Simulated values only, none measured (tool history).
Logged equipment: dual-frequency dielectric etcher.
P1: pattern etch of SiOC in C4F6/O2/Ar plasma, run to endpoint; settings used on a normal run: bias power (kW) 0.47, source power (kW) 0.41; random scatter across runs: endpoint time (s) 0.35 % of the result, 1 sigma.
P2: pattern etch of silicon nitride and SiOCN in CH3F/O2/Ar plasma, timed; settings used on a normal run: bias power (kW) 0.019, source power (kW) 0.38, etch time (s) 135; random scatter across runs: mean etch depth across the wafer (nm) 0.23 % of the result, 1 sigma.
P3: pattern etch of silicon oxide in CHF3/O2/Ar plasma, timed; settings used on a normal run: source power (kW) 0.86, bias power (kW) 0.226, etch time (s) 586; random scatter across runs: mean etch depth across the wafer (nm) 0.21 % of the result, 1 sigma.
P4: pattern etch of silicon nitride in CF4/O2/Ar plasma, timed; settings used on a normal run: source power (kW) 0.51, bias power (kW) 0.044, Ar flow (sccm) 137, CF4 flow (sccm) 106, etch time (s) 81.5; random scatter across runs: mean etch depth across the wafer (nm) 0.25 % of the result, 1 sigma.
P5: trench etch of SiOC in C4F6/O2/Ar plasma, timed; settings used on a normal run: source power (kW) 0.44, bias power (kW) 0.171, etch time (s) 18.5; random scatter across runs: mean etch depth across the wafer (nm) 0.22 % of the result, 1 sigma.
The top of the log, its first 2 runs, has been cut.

run,hour,process that ran,bias power (kW),source power (kW),etch time (s),Ar flow (sccm),CF4 flow (sccm),hours since the last wet clean,hours since the last bias power generator calibration,hours since the last source power generator calibration,endpoint time (s),mean etch depth across the wafer (nm)
3,28,P3,0.226,0.86,586,,,439.2,2596.1,2063.3,,1437.3
4,36.9,P5,0.171,0.44,18.5,,,448.1,2605,2072.2,,39.403
5,42,P4,0.044,0.51,46,137,106,453.2,2610.1,2077.3,,81.588
# hour 46.5: wet clean of the chamber
6,52.7,P1,0.47,0.41,,,,6.2,2620.8,2088,16.722,
7,61.5,P2,0.019,0.38,164.5,,,15,2629.6,2096.8,,20.593
8,70,P1,0.47,0.55,,,,23.5,2638.1,2105.3,14.847,
9,76.8,P3,0.226,0.86,586,,,30.3,2644.9,2112.1,,1435.5
10,86,P5,0.117,0.44,18.5,,,39.5,2654.1,2121.3,,35.341
11,95.8,P3,0.226,1.23,586,,,49.3,2663.9,2131.1,,1653.9
# hour 97.1: bias power generator calibrated
12,102,P4,0.044,0.51,81.5,137,106,55.5,5,2137.3,,144.04
13,107.1,P1,0.325,0.33,,,,60.6,10.1,2142.4,20.644,
14,117.6,P2,0.027,0.38,135,,,71.1,20.6,2152.9,,19.696
15,126.2,P4,0.044,0.51,81.5,193,106,79.7,29.2,2161.5,,137.32
16,133.8,P3,0.29,0.86,586,,,87.3,36.8,2169.1,,1573.4
17,144.2,P5,0.171,0.44,26.5,,,97.7,47.2,2179.5,,56.707
18,151.4,P4,0.032,0.51,81.5,137,106,104.9,54.4,2186.7,,129.33
19,158.3,P1,0.47,0.41,,,,111.8,61.3,2193.6,16.584,
20,166.9,P4,0.044,0.51,81.5,137,106,120.4,69.9,2202.2,,145.06
21,174.2,P1,0.287,0.41,,,,127.7,77.2,2209.5,19.833,
22,184.5,P5,0.171,0.29,18.5,,,138,87.5,2219.8,,33.523
23,193.2,P1,0.579,0.41,,,,146.7,96.2,2228.5,15.495,
24,201.1,P4,0.044,0.51,81.5,137,85,154.6,104.1,2236.4,,139.46
25,208.6,P2,0.019,0.38,135,,,162.1,111.6,2243.9,,16.836
26,218.5,P4,0.044,0.61,81.5,137,106,172,121.5,2253.8,,168.95
27,229.4,P1,0.47,0.27,,,,182.9,132.4,2264.7,19.358,

Estimate the outcome of run 28 from the log above:
28,236.3,P2,0.019,0.52,135,,,189.8,139.3,2271.6,,?

Run 28 yielded mean etch depth across the wafer (nm) 18.792.
